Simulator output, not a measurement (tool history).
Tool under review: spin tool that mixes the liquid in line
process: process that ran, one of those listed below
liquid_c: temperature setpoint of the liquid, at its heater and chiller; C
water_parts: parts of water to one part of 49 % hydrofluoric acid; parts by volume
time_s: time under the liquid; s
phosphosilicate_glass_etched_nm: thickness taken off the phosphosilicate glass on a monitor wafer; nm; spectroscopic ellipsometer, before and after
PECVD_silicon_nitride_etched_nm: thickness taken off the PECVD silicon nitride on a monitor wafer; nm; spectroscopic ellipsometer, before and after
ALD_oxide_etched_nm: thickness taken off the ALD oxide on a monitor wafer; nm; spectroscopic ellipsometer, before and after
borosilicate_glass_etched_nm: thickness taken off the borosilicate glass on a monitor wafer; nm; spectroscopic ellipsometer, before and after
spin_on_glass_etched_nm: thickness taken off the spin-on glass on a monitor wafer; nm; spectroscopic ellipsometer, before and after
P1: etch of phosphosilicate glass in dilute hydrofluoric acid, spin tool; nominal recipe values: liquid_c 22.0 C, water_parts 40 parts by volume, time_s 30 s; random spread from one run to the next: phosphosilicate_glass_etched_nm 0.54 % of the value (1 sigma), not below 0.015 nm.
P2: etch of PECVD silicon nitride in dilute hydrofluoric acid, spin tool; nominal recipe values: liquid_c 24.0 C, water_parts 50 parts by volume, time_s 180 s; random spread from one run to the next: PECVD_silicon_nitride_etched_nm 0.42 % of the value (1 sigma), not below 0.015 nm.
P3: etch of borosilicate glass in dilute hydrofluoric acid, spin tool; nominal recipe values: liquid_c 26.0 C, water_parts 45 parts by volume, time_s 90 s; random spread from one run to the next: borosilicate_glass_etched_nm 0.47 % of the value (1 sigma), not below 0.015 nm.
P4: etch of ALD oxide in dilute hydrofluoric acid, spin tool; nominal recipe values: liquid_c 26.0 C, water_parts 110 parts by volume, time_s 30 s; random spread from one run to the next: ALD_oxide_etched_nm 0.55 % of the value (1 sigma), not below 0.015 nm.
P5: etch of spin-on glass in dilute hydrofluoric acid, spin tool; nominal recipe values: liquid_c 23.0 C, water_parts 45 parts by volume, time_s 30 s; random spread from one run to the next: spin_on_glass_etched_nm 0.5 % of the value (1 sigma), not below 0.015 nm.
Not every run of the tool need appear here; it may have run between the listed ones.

run,hour,process,liquid_c,water_parts,time_s,hours since the thermometer was replaced,hours since the hydrofluoric acid flow meter was replaced,phosphosilicate_glass_etched_nm,PECVD_silicon_nitride_etched_nm,ALD_oxide_etched_nm,borosilicate_glass_etched_nm,spin_on_glass_etched_nm
1,10.4,P1,22.0,40,30,1613.9,732.4,103.160,,,,
2,29.2,P2,18.5,50,180,1632.7,751.2,,4.8849,,,
3,46.6,P4,26.0,170,30,1650.1,768.6,,,2.9678,,
4,56.2,P2,24.0,50,360,1659.7,778.2,,14.1570,,,
5,73.1,P3,26.0,75,90,1676.6,795.1,,,,31.991,
6,89.3,P2,24.0,50,180,1692.8,811.3,,7.1224,,,
7,104.8,P1,22.0,20,30,1708.3,826.8,209.350,,,,
8,115.9,P1,28.0,40,30,1719.4,837.9,131.850,,,,
9,126.8,P3,26.0,45,90,1730.3,848.8,,,,55.784,
10,144.5,P3,26.0,45,90,1748.0,866.5,,,,55.806,
11,160.1,P1,17.0,40,30,1763.6,882.1,82.707,,,,
12,172.1,P1,17.0,60,30,1775.6,894.1,53.542,,,,
13,181.0,P4,26.0,110,30,1784.5,903.0,,,4.8694,,
# hour 190.5: thermometer replaced
14,194.3,P5,23.0,65,30,3.9,916.3,,,,,10.225
15,206.6,P4,26.0,110,60,16.2,928.6,,,9.7805,,
16,221.0,P1,22.0,40,30,30.6,943.0,103.100,,,,
17,235.8,P2,24.0,50,180,45.4,957.8,,7.0834,,,
18,252.3,P1,22.0,40,55,61.9,974.3,190.320,,,,
19,269.0,P5,17.0,45,30,78.6,991.0,,,,,11.793
20,277.9,P5,23.0,45,60,87.5,999.9,,,,,30.302
21,294.0,P1,22.0,40,30,103.6,1016.0,102.140,,,,
22,304.2,P3,26.0,45,155,113.8,1026.2,,,,95.998,
23,314.1,P5,23.0,45,30,123.7,1036.1,,,,,15.110
24,329.2,P1,22.0,40,30,138.8,1051.2,103.260,,,,
25,340.8,P1,22.0,40,15,150.4,1062.8,51.408,,,,
26,355.7,P3,21.5,45,90,165.3,1077.7,,,,46.415,
27,368.3,P1,17.0,25,30,177.9,1090.3,134.220,,,,
28,381.4,P2,24.0,25,180,191.0,1103.4,,13.9680,,,
29,394.9,P1,22.0,55,30,204.5,1116.9,73.632,,,,
30,406.1,P1,22.0,40,30,215.7,1128.1,103.370,,,,
31,417.6,P4,33.5,110,30,227.2,1139.6,,,6.4385,,
32,433.1,P5,23.0,45,30,242.7,1155.1,,,,,15.192

Run 33 comes next. What will it give?
33,443.4,P1,18.0,20,30,253.0,1165.4,?,,,,

Run 33 gave phosphosilicate_glass_etched_nm 178.560 nm.
